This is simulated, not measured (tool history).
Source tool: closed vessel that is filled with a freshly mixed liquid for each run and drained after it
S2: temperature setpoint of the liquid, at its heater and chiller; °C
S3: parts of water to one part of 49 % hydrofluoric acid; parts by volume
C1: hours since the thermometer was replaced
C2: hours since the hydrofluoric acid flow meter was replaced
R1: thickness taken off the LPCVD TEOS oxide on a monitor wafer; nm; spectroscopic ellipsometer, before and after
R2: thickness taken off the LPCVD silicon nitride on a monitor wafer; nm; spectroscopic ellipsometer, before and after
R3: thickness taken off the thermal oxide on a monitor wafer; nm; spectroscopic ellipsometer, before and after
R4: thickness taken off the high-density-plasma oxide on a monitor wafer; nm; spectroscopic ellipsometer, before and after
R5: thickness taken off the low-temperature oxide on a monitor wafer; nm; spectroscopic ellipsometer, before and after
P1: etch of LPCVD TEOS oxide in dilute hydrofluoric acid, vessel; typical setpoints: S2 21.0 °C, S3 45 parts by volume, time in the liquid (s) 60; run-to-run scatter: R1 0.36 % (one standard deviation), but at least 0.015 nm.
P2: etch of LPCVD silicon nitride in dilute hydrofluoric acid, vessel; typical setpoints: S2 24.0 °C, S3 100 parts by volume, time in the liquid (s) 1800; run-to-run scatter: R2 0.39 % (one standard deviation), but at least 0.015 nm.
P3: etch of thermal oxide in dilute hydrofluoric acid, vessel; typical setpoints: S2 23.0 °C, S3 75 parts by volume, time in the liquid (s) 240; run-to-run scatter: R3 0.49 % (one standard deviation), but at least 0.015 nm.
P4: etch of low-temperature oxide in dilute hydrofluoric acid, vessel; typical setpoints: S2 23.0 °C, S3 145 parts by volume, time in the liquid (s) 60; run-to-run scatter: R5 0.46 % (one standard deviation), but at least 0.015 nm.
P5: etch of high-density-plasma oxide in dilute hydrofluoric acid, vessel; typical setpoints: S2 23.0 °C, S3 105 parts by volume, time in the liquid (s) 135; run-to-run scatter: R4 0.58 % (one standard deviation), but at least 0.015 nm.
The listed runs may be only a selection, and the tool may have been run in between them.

Run 1, hour 10.9: process that ran P1, S2 21.0 °C, S3 45 parts by volume, time in the liquid (s) 60; C1 674.1; C2 141.3. Result: R1 48.114 nm.
Run 2, hour 19.8: process that ran P2, S2 24.0 °C, S3 100 parts by volume, time in the liquid (s) 1800; C1 683.0; C2 150.2. Result: R2 8.5384 nm.
Run 3, hour 28.7: process that ran P2, S2 24.0 °C, S3 160 parts by volume, time in the liquid (s) 1800; C1 691.9; C2 159.1. Result: R2 5.3864 nm.
Run 4, hour 37.9: process that ran P1, S2 21.0 °C, S3 45 parts by volume, time in the liquid (s) 60; C1 701.1; C2 168.3. Result: R1 47.928 nm.
Run 5, hour 44.4: process that ran P1, S2 21.0 °C, S3 60 parts by volume, time in the liquid (s) 60; C1 707.6; C2 174.8. Result: R1 35.228 nm.
Run 6, hour 52.0: process that ran P2, S2 17.5 °C, S3 100 parts by volume, time in the liquid (s) 1800; C1 715.2; C2 182.4. Result: R2 5.4852 nm.
Run 7, hour 57.4: process that ran P1, S2 21.0 °C, S3 45 parts by volume, time in the liquid (s) 60; C1 720.6; C2 187.8. Result: R1 47.905 nm.
Run 8, hour 62.4: process that ran P3, S2 23.0 °C, S3 75 parts by volume, time in the liquid (s) 30; C1 725.6; C2 192.8. Result: R3 2.0253 nm.
Run 9, hour 71.4: process that ran P3, S2 23.0 °C, S3 45 parts by volume, time in the liquid (s) 240; C1 734.6; C2 201.8. Result: R3 27.6280 nm.
Run 10, hour 78.5: process that ran P3, S2 28.5 °C, S3 75 parts by volume, time in the liquid (s) 240; C1 741.7; C2 208.9. Result: R3 19.8970 nm.
Run 11, hour 87.2: process that ran P5, S2 23.0 °C, S3 105 parts by volume, time in the liquid (s) 135; C1 750.4; C2 217.6. Result: R4 8.4945 nm.
Run 12, hour 93.6: process that ran P5, S2 23.0 °C, S3 105 parts by volume, time in the liquid (s) 205; C1 756.8; C2 224.0. Result: R4 13.0770 nm.
Run 13, hour 101.8: process that ran P2, S2 24.0 °C, S3 100 parts by volume, time in the liquid (s) 1800; C1 765.0; C2 232.2. Result: R2 8.5584 nm.
Run 14, hour 112.3: process that ran P1, S2 17.0 °C, S3 45 parts by volume, time in the liquid (s) 60; C1 775.5; C2 242.7. Result: R1 40.731 nm.
Run 15, hour 121.9: process that ran P1, S2 17.0 °C, S3 20 parts by volume, time in the liquid (s) 60; C1 785.1; C2 252.3. Result: R1 93.567 nm.
Run 16, hour 127.1: process that ran P1, S2 17.5 °C, S3 25 parts by volume, time in the liquid (s) 60; C1 790.3; C2 257.5. Result: R1 76.172 nm.
Run 17, hour 137.5: process that ran P1, S2 21.0 °C, S3 45 parts by volume, time in the liquid (s) 105; C1 800.7; C2 267.9. Result: R1 83.761 nm.
Run 18, hour 142.4: process that ran P4, S2 23.0 °C, S3 145 parts by volume, time in the liquid (s) 60; C1 805.6; C2 272.8. Result: R5 11.3000 nm.
Run 19, hour 152.2: process that ran P4, S2 27.0 °C, S3 145 parts by volume, time in the liquid (s) 60; C1 815.4; C2 282.6. Result: R5 13.1720 nm.
Run 20, hour 161.4: process that ran P2, S2 24.0 °C, S3 100 parts by volume, time in the liquid (s) 3315; C1 824.6; C2 291.8. Result: R2 15.6970 nm.
Run 21, hour 171.7: process that ran P1, S2 21.0 °C, S3 45 parts by volume, time in the liquid (s) 30; C1 834.9; C2 302.1. Result: R1 23.977 nm.
Run 22, hour 181.3: process that ran P1, S2 21.0 °C, S3 45 parts by volume, time in the liquid (s) 60; C1 844.5; C2 311.7. Result: R1 47.707 nm.
Run 23, hour 189.5: process that ran P1, S2 21.0 °C, S3 30 parts by volume, time in the liquid (s) 60; C1 852.7; C2 319.9. Result: R1 73.649 nm.
Run 24, hour 195.2: process that ran P4, S2 23.0 °C, S3 145 parts by volume, time in the liquid (s) 30; C1 858.4; C2 325.6. Result: R5 5.5963 nm.
Run 25, hour 205.2: process that ran P5, S2 17.0 °C, S3 105 parts by volume, time in the liquid (s) 135; C1 868.4; C2 335.6. Result: R4 6.7431 nm.
Run 26, hour 215.4: process that ran P3, S2 23.0 °C, S3 75 parts by volume, time in the liquid (s) 240; C1 878.6; C2 345.8. Result: R3 16.0160 nm.
Run 27, hour 220.6: process that ran P1, S2 21.0 °C, S3 45 parts by volume, time in the liquid (s) 60; C1 883.8; C2 351.0. Result: R1 47.617 nm.
Run 28, hour 230.5: process that ran P5, S2 23.0 °C, S3 155 parts by volume, time in the liquid (s) 135; C1 893.7; C2 360.9. Result: R4 5.4260 nm.
Run 29, hour 237.7: process that ran P1, S2 25.0 °C, S3 45 parts by volume, time in the liquid (s) 60; C1 900.9; C2 368.1. Result: R1 56.594 nm.
Run 30, hour 247.6: process that ran P1, S2 21.0 °C, S3 45 parts by volume, time in the liquid (s) 60; C1 910.8; C2 378.0. Result: R1 47.798 nm.

Run 31 is up next; what results do you expect?
Run 31, hour 252.9: process that ran P1, S2 21.0 °C, S3 45 parts by volume, time in the liquid (s) 60; C1 916.1; C2 383.3. Result: R1 ?.

{"run 31": {"R1": 48.059}}
